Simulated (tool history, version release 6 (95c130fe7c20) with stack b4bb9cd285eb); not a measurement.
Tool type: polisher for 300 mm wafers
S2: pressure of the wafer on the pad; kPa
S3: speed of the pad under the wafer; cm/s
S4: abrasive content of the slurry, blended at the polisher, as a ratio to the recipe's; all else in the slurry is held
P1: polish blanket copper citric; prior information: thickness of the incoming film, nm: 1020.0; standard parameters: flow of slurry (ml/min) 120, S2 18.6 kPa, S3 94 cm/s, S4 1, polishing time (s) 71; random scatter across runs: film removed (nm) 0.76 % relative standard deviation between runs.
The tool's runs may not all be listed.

run 1 day=0.296 | flow_of_slurry_(ml/min)=120 S2=18.6 S3=94 S4=1 polishing_time_(s)=71 | film_removed_(nm)=115.2
run 2 day=0.662 | flow_of_slurry_(ml/min)=120 S2=18.6 S3=94 S4=1 polishing_time_(s)=71 | film_removed_(nm)=115.82
run 3 day=1.029 | flow_of_slurry_(ml/min)=175 S2=18.6 S3=94 S4=1 polishing_time_(s)=106 | film_removed_(nm)=183.63
run 4 day=1.5 | flow_of_slurry_(ml/min)=120 S2=18.6 S3=94 S4=1 polishing_time_(s)=71 | film_removed_(nm)=114.37
run 5 day=1.771 | flow_of_slurry_(ml/min)=120 S2=18.6 S3=94 S4=1 polishing_time_(s)=71 | film_removed_(nm)=114.68
run 6 day=1.992 | flow_of_slurry_(ml/min)=120 S2=11.7 S3=94 S4=1 polishing_time_(s)=71 | film_removed_(nm)=73.914
run 7 day=2.288 | flow_of_slurry_(ml/min)=120 S2=18.6 S3=94 S4=1.4 polishing_time_(s)=71 | film_removed_(nm)=122.84
run 8 day=2.679 | flow_of_slurry_(ml/min)=120 S2=18.6 S3=130 S4=1 polishing_time_(s)=71 | film_removed_(nm)=158.6
run 9 day=3.083 | flow_of_slurry_(ml/min)=120 S2=18.6 S3=94 S4=0.75 polishing_time_(s)=71 | film_removed_(nm)=107.31
run 10 day=3.346 | flow_of_slurry_(ml/min)=120 S2=18.6 S3=42 S4=1 polishing_time_(s)=71 | film_removed_(nm)=53.701
run 11 day=3.742 | flow_of_slurry_(ml/min)=120 S2=18.6 S3=94 S4=1 polishing_time_(s)=48 | film_removed_(nm)=78.166
run 12 day=4.154 | flow_of_slurry_(ml/min)=120 S2=29 S3=94 S4=1 polishing_time_(s)=71 | film_removed_(nm)=177.25
run 13 day=4.504 | flow_of_slurry_(ml/min)=120 S2=18.6 S3=94 S4=1 polishing_time_(s)=71 | film_removed_(nm)=115.91
run 14 day=4.896 | flow_of_slurry_(ml/min)=120 S2=18.6 S3=94 S4=1 polishing_time_(s)=94 | film_removed_(nm)=154.43
run 15 day=5.183 | flow_of_slurry_(ml/min)=120 S2=18.6 S3=94 S4=1 polishing_time_(s)=71 | film_removed_(nm)=114.77
run 16 day=5.6 | flow_of_slurry_(ml/min)=160 S2=18.6 S3=94 S4=1 polishing_time_(s)=71 | film_removed_(nm)=123.22
run 17 day=6.021 | flow_of_slurry_(ml/min)=70 S2=18.6 S3=94 S4=1 polishing_time_(s)=71 | film_removed_(nm)=99.352
run 18 day=6.429 | flow_of_slurry_(ml/min)=120 S2=18.6 S3=94 S4=1 polishing_time_(s)=71 | film_removed_(nm)=115.99
run 19 day=6.712 | flow_of_slurry_(ml/min)=120 S2=18.6 S3=94 S4=1 polishing_time_(s)=71 | film_removed_(nm)=111.96
run 20 day=6.967 | flow_of_slurry_(ml/min)=120 S2=18.6 S3=94 S4=1 polishing_time_(s)=71 | film_removed_(nm)=108.53
run 21 day=7.283 | flow_of_slurry_(ml/min)=120 S2=18.6 S3=94 S4=1 polishing_time_(s)=71 | film_removed_(nm)=104.31
-- day=7.288 slurry blender recalibrated
run 22 day=7.692 | flow_of_slurry_(ml/min)=120 S2=18.6 S3=94 S4=1 polishing_time_(s)=71 | film_removed_(nm)=103.44
-- day=7.725 worn pad replaced by a new one
run 23 day=7.979 | flow_of_slurry_(ml/min)=120 S2=18.6 S3=94 S4=1 polishing_time_(s)=71 | film_removed_(nm)=101.95
run 24 day=8.254 | flow_of_slurry_(ml/min)=120 S2=18.6 S3=94 S4=1 polishing_time_(s)=71 | film_removed_(nm)=102.34
run 25 day=8.592 | flow_of_slurry_(ml/min)=120 S2=18.6 S3=94 S4=1 polishing_time_(s)=71 | film_removed_(nm)=102.76

Compared with where it was, what P1 gives has crept away. Each cause listed below fits the log as well as the rest, at the size given for it:
A: head's pressure below its setpoint, % = 11.7
B: slurry flow missing at the pad, % = 37
The onset of the drift is placed at about day 6.429.
Excluded causes, each with its reason:
removal rate lost through wear of the pad, %: serviced at day 7.725, which brought nothing back
abrasive missing from the slurry, %: serviced at day 7.288, which brought nothing back

Below are 4 check runs, each on a single wafer, with their results shown as question marks. Which of them would tell the listed causes apart, meaning the causes would give clearly different results under it?
run check 1 day=8.929 | flow_of_slurry_(ml/min)=75 S2=18.6 S3=94 S4=0.8 polishing_time_(s)=71 | film_removed_(nm)=?
run check 2 day=8.929 | flow_of_slurry_(ml/min)=120 S2=22.8 S3=94 S4=1.2 polishing_time_(s)=71 | film_removed_(nm)=?
run check 3 day=8.929 | flow_of_slurry_(ml/min)=120 S2=12.4 S3=94 S4=1 polishing_time_(s)=71 | film_removed_(nm)=?
run check 4 day=8.929 | flow_of_slurry_(ml/min)=120 S2=24.1 S3=94 S4=1 polishing_time_(s)=90 | film_removed_(nm)=?

Check results expected under each cause:
check=check_1 result=film_removed_(nm) if_A=86.17 if_B=81.236
check=check_2 result=film_removed_(nm) if_A=129.22 if_B=129.25
check=check_3 result=film_removed_(nm) if_A=69.238 if_B=69.084
check=check_4 result=film_removed_(nm) if_A=166.75 if_B=166.81
How far apart the two closest causes lie, in the result that separates them most: check 1 5.9 %; check 2 0.02 %; check 3 0.22 %; check 4 0.04 %
Only in check 1 would the causes give clearly different results; in the remaining checks their results would be nearly the same.

Running check 1 produced the following: film removed (nm) 81.496. Which one of the listed causes fits?

The cause is B: slurry flow missing at the pad, %.
